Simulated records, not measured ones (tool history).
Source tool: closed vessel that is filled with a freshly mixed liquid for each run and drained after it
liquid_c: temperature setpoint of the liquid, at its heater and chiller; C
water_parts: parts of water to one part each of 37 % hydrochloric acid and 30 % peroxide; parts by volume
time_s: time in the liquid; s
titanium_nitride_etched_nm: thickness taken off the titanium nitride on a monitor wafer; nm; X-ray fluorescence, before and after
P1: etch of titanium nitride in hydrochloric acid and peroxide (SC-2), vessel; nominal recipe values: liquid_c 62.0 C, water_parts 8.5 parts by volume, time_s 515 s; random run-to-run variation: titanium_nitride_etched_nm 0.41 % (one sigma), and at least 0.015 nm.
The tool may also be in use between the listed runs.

{"run": 1, "day": 0.542, "liquid_c": 62.0, "water_parts": 8.5, "time_s": 515, "titanium_nitride_etched_nm": 42.386}
{"run": 2, "day": 0.942, "liquid_c": 71.5, "water_parts": 8.5, "time_s": 515, "titanium_nitride_etched_nm": 74.858}
{"run": 3, "day": 1.512, "liquid_c": 72.0, "water_parts": 8.5, "time_s": 910, "titanium_nitride_etched_nm": 136.24}
{"run": 4, "day": 1.804, "liquid_c": 47.0, "water_parts": 8.5, "time_s": 515, "titanium_nitride_etched_nm": 15.9}
{"run": 5, "day": 2.104, "liquid_c": 62.0, "water_parts": 8.5, "time_s": 515, "titanium_nitride_etched_nm": 42.039}
{"run": 6, "day": 2.658, "liquid_c": 62.0, "water_parts": 8.5, "time_s": 515, "titanium_nitride_etched_nm": 42.194}
{"run": 7, "day": 3.021, "liquid_c": 62.0, "water_parts": 4.0, "time_s": 515, "titanium_nitride_etched_nm": 73.991}
{"run": 8, "day": 3.6, "liquid_c": 62.0, "water_parts": 8.5, "time_s": 955, "titanium_nitride_etched_nm": 77.787}
{"day": 4.142, "done": "thermometer replaced"}
{"run": 9, "day": 4.171, "liquid_c": 62.0, "water_parts": 12.5, "time_s": 515, "titanium_nitride_etched_nm": 30.459}
{"run": 10, "day": 4.525, "liquid_c": 62.0, "water_parts": 8.5, "time_s": 515, "titanium_nitride_etched_nm": 42.366}
{"run": 11, "day": 5.042, "liquid_c": 62.0, "water_parts": 8.5, "time_s": 190, "titanium_nitride_etched_nm": 15.56}
{"run": 12, "day": 5.321, "liquid_c": 62.0, "water_parts": 8.5, "time_s": 515, "titanium_nitride_etched_nm": 42.178}
{"run": 13, "day": 5.629, "liquid_c": 62.0, "water_parts": 8.5, "time_s": 515, "titanium_nitride_etched_nm": 43.078}
{"run": 14, "day": 6.025, "liquid_c": 62.0, "water_parts": 8.5, "time_s": 515, "titanium_nitride_etched_nm": 44.291}
{"run": 15, "day": 6.558, "liquid_c": 62.0, "water_parts": 8.5, "time_s": 515, "titanium_nitride_etched_nm": 44.868}
{"run": 16, "day": 6.992, "liquid_c": 62.0, "water_parts": 8.5, "time_s": 515, "titanium_nitride_etched_nm": 45.231}
{"run": 17, "day": 7.492, "liquid_c": 62.0, "water_parts": 8.5, "time_s": 515, "titanium_nitride_etched_nm": 45.457}
{"run": 18, "day": 7.771, "liquid_c": 62.0, "water_parts": 8.5, "time_s": 515, "titanium_nitride_etched_nm": 45.634}
{"run": 19, "day": 8.183, "liquid_c": 62.0, "water_parts": 8.5, "time_s": 515, "titanium_nitride_etched_nm": 45.528}
{"run": 20, "day": 8.742, "liquid_c": 62.0, "water_parts": 8.5, "time_s": 515, "titanium_nitride_etched_nm": 46.243}
{"run": 21, "day": 9.258, "liquid_c": 62.0, "water_parts": 8.5, "time_s": 515, "titanium_nitride_etched_nm": 45.992}
{"run": 22, "day": 9.629, "liquid_c": 62.0, "water_parts": 8.5, "time_s": 515, "titanium_nitride_etched_nm": 45.881}
{"run": 23, "day": 9.992, "liquid_c": 62.0, "water_parts": 8.5, "time_s": 515, "titanium_nitride_etched_nm": 45.982}

What P1 gives has crept away from where it was. These 2 causes fit the log equally well, each at the size given:
A: chemicals flow above the setpoint (%) = 11.7
B: liquid hotter than its thermometer reads (K) = 1.44
Creep in the process output first set in at about day 5.321.
Every other cause this tool's parts could produce, and why it does not fit the log:
peroxide weaker than its label (%): 8 at the very most, moving titanium_nitride_etched_nm by -7.3 %, which is either too weak or the wrong sign

Which of the 4 check runs listed below, each an average over 2 wafers with its results shown as question marks, gives clearly different results under the different listed causes?
{"run": "check 1", "day": 10.354, "liquid_c": 71.0, "water_parts": 8.5, "time_s": 940, "titanium_nitride_etched_nm": "?"}
{"run": "check 2", "day": 10.354, "liquid_c": 71.0, "water_parts": 8.5, "time_s": 515, "titanium_nitride_etched_nm": "?"}
{"run": "check 3", "day": 10.354, "liquid_c": 70.5, "water_parts": 8.5, "time_s": 845, "titanium_nitride_etched_nm": "?"}
{"run": "check 4", "day": 10.354, "liquid_c": 48.5, "water_parts": 4.0, "time_s": 515, "titanium_nitride_etched_nm": "?"}

What every check run would give for each of its results, assuming each possible cause in turn:
check=check_1 result=titanium_nitride_etched_nm if_A=144.840 if_B=144.220
check=check_2 result=titanium_nitride_etched_nm if_A=79.353 if_B=79.015
check=check_3 result=titanium_nitride_etched_nm if_A=126.420 if_B=125.920
check=check_4 result=titanium_nitride_etched_nm if_A=33.185 if_B=33.994
How far apart the two closest causes lie, in the result that separates them most: check 1 0.43 %; check 2 0.43 %; check 3 0.4 %; check 4 2.41 %
The causes can be told apart only by check 4. The other checks would give nearly the same results under each of them.

Here is what check 4 returned: titanium_nitride_etched_nm 33.168 nm. Which cause is it?

It was cause A: chemicals flow above the setpoint (%).
